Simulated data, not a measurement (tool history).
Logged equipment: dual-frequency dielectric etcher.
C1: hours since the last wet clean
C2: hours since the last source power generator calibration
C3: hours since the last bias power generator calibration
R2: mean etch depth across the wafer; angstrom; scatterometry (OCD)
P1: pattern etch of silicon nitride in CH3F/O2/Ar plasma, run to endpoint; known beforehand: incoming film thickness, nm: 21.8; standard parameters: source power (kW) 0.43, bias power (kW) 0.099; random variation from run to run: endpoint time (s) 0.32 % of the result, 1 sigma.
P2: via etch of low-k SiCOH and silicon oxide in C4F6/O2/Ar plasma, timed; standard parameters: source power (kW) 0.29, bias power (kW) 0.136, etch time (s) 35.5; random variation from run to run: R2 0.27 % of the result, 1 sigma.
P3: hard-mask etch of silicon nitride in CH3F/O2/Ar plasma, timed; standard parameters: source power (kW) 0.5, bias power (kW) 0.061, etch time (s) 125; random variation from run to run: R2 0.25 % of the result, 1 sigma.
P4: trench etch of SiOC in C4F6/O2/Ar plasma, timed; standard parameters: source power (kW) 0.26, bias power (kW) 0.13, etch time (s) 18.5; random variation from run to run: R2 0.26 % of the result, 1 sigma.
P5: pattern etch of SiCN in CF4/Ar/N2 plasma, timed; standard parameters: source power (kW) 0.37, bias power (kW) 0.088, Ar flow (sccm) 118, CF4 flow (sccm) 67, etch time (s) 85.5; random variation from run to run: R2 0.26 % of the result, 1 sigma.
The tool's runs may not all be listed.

Run 1, hour 9.1: process that ran P1, source power (kW) 0.43, bias power (kW) 0.099; C1 319.5; C2 1602.5; C3 975. Result: endpoint time (s) 27.119.
Run 2, hour 15: process that ran P1, source power (kW) 0.43, bias power (kW) 0.099; C1 325.4; C2 1608.4; C3 980.9. Result: endpoint time (s) 27.317.
Run 3, hour 25.6: process that ran P3, source power (kW) 0.5, bias power (kW) 0.037, etch time (s) 125; C1 336; C2 1619; C3 991.5. Result: R2 776.82 angstrom.
Run 4, hour 31.4: process that ran P2, source power (kW) 0.18, bias power (kW) 0.136, etch time (s) 35.5; C1 341.8; C2 1624.8; C3 997.3. Result: R2 638.5 angstrom.
Run 5, hour 41.8: process that ran P4, source power (kW) 0.2, bias power (kW) 0.13, etch time (s) 18.5; C1 352.2; C2 1635.2; C3 1007.7. Result: R2 270.71 angstrom.
Run 6, hour 51.1: process that ran P1, source power (kW) 0.6, bias power (kW) 0.099; C1 361.5; C2 1644.5; C3 1017. Result: endpoint time (s) 24.091.
Run 7, hour 57.5: process that ran P1, source power (kW) 0.55, bias power (kW) 0.138; C1 367.9; C2 1650.9; C3 1023.4. Result: endpoint time (s) 21.983.
Run 8, hour 66.7: process that ran P1, source power (kW) 0.43, bias power (kW) 0.117; C1 377.1; C2 1660.1; C3 1032.6. Result: endpoint time (s) 25.502.
Run 9, hour 72.5: process that ran P2, source power (kW) 0.29, bias power (kW) 0.136, etch time (s) 35.5; C1 382.9; C2 1665.9; C3 1038.4. Result: R2 770.79 angstrom.
Run 10, hour 80.1: process that ran P1, source power (kW) 0.43, bias power (kW) 0.099; C1 390.5; C2 1673.5; C3 1046. Result: endpoint time (s) 27.164.
Run 11, hour 87.2: process that ran P3, source power (kW) 0.5, bias power (kW) 0.061, etch time (s) 125; C1 397.6; C2 1680.6; C3 1053.1. Result: R2 901.4 angstrom.
Run 12, hour 93.5: process that ran P1, source power (kW) 0.43, bias power (kW) 0.059; C1 403.9; C2 1686.9; C3 1059.4. Result: endpoint time (s) 32.655.
Run 13, hour 105.1: process that ran P4, source power (kW) 0.26, bias power (kW) 0.085, etch time (s) 18.5; C1 415.5; C2 1698.5; C3 1071. Result: R2 265 angstrom.
Run 14, hour 113.1: process that ran P2, source power (kW) 0.29, bias power (kW) 0.136, etch time (s) 52; C1 423.5; C2 1706.5; C3 1079. Result: R2 1122.9 angstrom.
Run 15, hour 121.2: process that ran P5, source power (kW) 0.37, bias power (kW) 0.088, etch time (s) 85.5, Ar flow (sccm) 143, CF4 flow (sccm) 67; C1 431.6; C2 1714.6; C3 1087.1. Result: R2 645.76 angstrom.
Run 16, hour 132.8: process that ran P3, source power (kW) 0.5, bias power (kW) 0.061, etch time (s) 69; C1 443.2; C2 1726.2; C3 1098.7. Result: R2 497.7 angstrom.
Run 17, hour 144.6: process that ran P2, source power (kW) 0.29, bias power (kW) 0.136, etch time (s) 35.5; C1 455; C2 1738; C3 1110.5. Result: R2 766.38 angstrom.
Run 18, hour 153.8: process that ran P5, source power (kW) 0.22, bias power (kW) 0.088, etch time (s) 85.5, Ar flow (sccm) 118, CF4 flow (sccm) 67; C1 464.2; C2 1747.2; C3 1119.7. Result: R2 423.65 angstrom.
Run 19, hour 159.3: process that ran P5, source power (kW) 0.37, bias power (kW) 0.088, etch time (s) 114, Ar flow (sccm) 118, CF4 flow (sccm) 67; C1 469.7; C2 1752.7; C3 1125.2. Result: R2 888.19 angstrom.
Run 20, hour 171.3: process that ran P1, source power (kW) 0.43, bias power (kW) 0.099; C1 481.7; C2 1764.7; C3 1137.2. Result: endpoint time (s) 27.185.
Run 21, hour 180.3: process that ran P1, source power (kW) 0.27, bias power (kW) 0.13; C1 490.7; C2 1773.7; C3 1146.2. Result: endpoint time (s) 29.151.
Run 22, hour 186.5: process that ran P1, source power (kW) 0.26, bias power (kW) 0.063; C1 496.9; C2 1779.9; C3 1152.4. Result: endpoint time (s) 38.76.
Run 23, hour 196.1: process that ran P4, source power (kW) 0.26, bias power (kW) 0.13, etch time (s) 12; C1 506.5; C2 1789.5; C3 1162. Result: R2 195.6 angstrom.
Run 24, hour 205.6: process that ran P5, source power (kW) 0.37, bias power (kW) 0.088, etch time (s) 85.5, Ar flow (sccm) 118, CF4 flow (sccm) 52; C1 516; C2 1799; C3 1171.5. Result: R2 637.17 angstrom.
Run 25, hour 217.4: process that ran P2, source power (kW) 0.29, bias power (kW) 0.109, etch time (s) 35.5; C1 527.8; C2 1810.8; C3 1183.3. Result: R2 716.76 angstrom.
Run 26, hour 223.8: process that ran P4, source power (kW) 0.26, bias power (kW) 0.13, etch time (s) 18.5; C1 534.2; C2 1817.2; C3 1189.7. Result: R2 300.79 angstrom.
Run 27, hour 229.4: process that ran P1, source power (kW) 0.43, bias power (kW) 0.099; C1 539.8; C2 1822.8; C3 1195.3. Result: endpoint time (s) 27.285.
Run 28, hour 235.7: process that ran P5, source power (kW) 0.37, bias power (kW) 0.088, etch time (s) 85.5, Ar flow (sccm) 118, CF4 flow (sccm) 67; C1 546.1; C2 1829.1; C3 1201.6. Result: R2 663.49 angstrom.
Run 29, hour 245.2: process that ran P5, source power (kW) 0.37, bias power (kW) 0.11, etch time (s) 85.5, Ar flow (sccm) 118, CF4 flow (sccm) 67; C1 555.6; C2 1838.6; C3 1211.1. Result: R2 724.41 angstrom.
Run 30, hour 251.2: process that ran P3, source power (kW) 0.38, bias power (kW) 0.061, etch time (s) 125; C1 561.6; C2 1844.6; C3 1217.1. Result: R2 810.44 angstrom.
Run 31, hour 261.3: process that ran P3, source power (kW) 0.5, bias power (kW) 0.061, etch time (s) 125; C1 571.7; C2 1854.7; C3 1227.2. Result: R2 907.29 angstrom.
Run 32, hour 272.2: process that ran P1, source power (kW) 0.29, bias power (kW) 0.099; C1 582.6; C2 1865.6; C3 1238.1. Result: endpoint time (s) 31.507.
Run 33, hour 281.3: process that ran P4, source power (kW) 0.26, bias power (kW) 0.13, etch time (s) 18.5; C1 591.7; C2 1874.7; C3 1247.2. Result: R2 301.23 angstrom.
Run 34, hour 293.5: process that ran P1, source power (kW) 0.43, bias power (kW) 0.099; C1 603.9; C2 1886.9; C3 1259.4. Result: endpoint time (s) 27.154.
Run 35, hour 301.5: process that ran P1, source power (kW) 0.43, bias power (kW) 0.099; C1 611.9; C2 1894.9; C3 1267.4. Result: endpoint time (s) 27.27.
Run 36, hour 308.6: process that ran P1, source power (kW) 0.43, bias power (kW) 0.099; C1 619; C2 1902; C3 1274.5. Result: endpoint time (s) 27.35.
Run 37, hour 320.6: process that ran P1, source power (kW) 0.43, bias power (kW) 0.099; C1 631; C2 1914; C3 1286.5. Result: endpoint time (s) 27.593.
Run 38, hour 330.3: process that ran P1, source power (kW) 0.43, bias power (kW) 0.099; C1 640.7; C2 1923.7; C3 1296.2. Result: endpoint time (s) 27.578.
Run 39, hour 340.2: process that ran P1, source power (kW) 0.43, bias power (kW) 0.099; C1 650.6; C2 1933.6; C3 1306.1. Result: endpoint time (s) 27.62.
Run 40, hour 349.3: process that ran P1, source power (kW) 0.43, bias power (kW) 0.099; C1 659.7; C2 1942.7; C3 1315.2. Result: endpoint time (s) 27.67.
At hour 358.9: wet clean of the chamber.
Run 41, hour 360.8: process that ran P1, source power (kW) 0.43, bias power (kW) 0.099; C1 2; C2 1954.2; C3 1326.7. Result: endpoint time (s) 27.741.
Run 42, hour 369.1: process that ran P1, source power (kW) 0.43, bias power (kW) 0.099; C1 10.3; C2 1962.5; C3 1335. Result: endpoint time (s) 27.753.
Run 43, hour 380.4: process that ran P1, source power (kW) 0.43, bias power (kW) 0.099; C1 21.6; C2 1973.8; C3 1346.3. Result: endpoint time (s) 27.543.

Compared with where it was, what P1 gives has crept away. Each cause listed below fits the log as well as the rest, at the size given for it:
A: bias power that arrives under what is set, % = 4.74
B: source power that arrives under what is set, % = 4.62
The creep began at about hour 301.5.
Each remaining cause and why it is not a fit:
chamber walls in a state that lowers the etch rate, %: serviced at hour 358.9, which brought nothing back

The check runs listed below each take one wafer, and their results are still question marks. Under which run would the listed causes lead to clearly different results?
Run check 1, hour 391.7: process that ran P2, source power (kW) 0.24, bias power (kW) 0.136, etch time (s) 46.5. Result: R2 ?.
Run check 2, hour 391.7: process that ran P5, source power (kW) 0.23, bias power (kW) 0.088, etch time (s) 85.5, Ar flow (sccm) 136, CF4 flow (sccm) 67. Result: R2 ?.
Run check 3, hour 391.7: process that ran P4, source power (kW) 0.26, bias power (kW) 0.13, etch time (s) 15. Result: R2 ?.
Run check 4, hour 391.7: process that ran P3, source power (kW) 0.5, bias power (kW) 0.048, etch time (s) 125. Result: R2 ?.

What each check would give under each cause:
  check  result    if A    if B
check 1      R2   921.5  918.17
check 2      R2  422.77  413.67
check 3      R2  240.82  239.88
check 4      R2  825.08  821.82
Gap, in per cent, between the two causes that each check separates least, read from the result that separates them most: check 1 0.36 %; check 2 2.18 %; check 3 0.39 %; check 4 0.39 %
Of the check runs offered, only check 2 discriminates between the causes; the rest would read about the same regardless of which cause applies.

Running check 2 produced the following: R2 422.53 angstrom. Which one of the listed causes fits?

It was cause A: bias power that arrives under what is set, %.
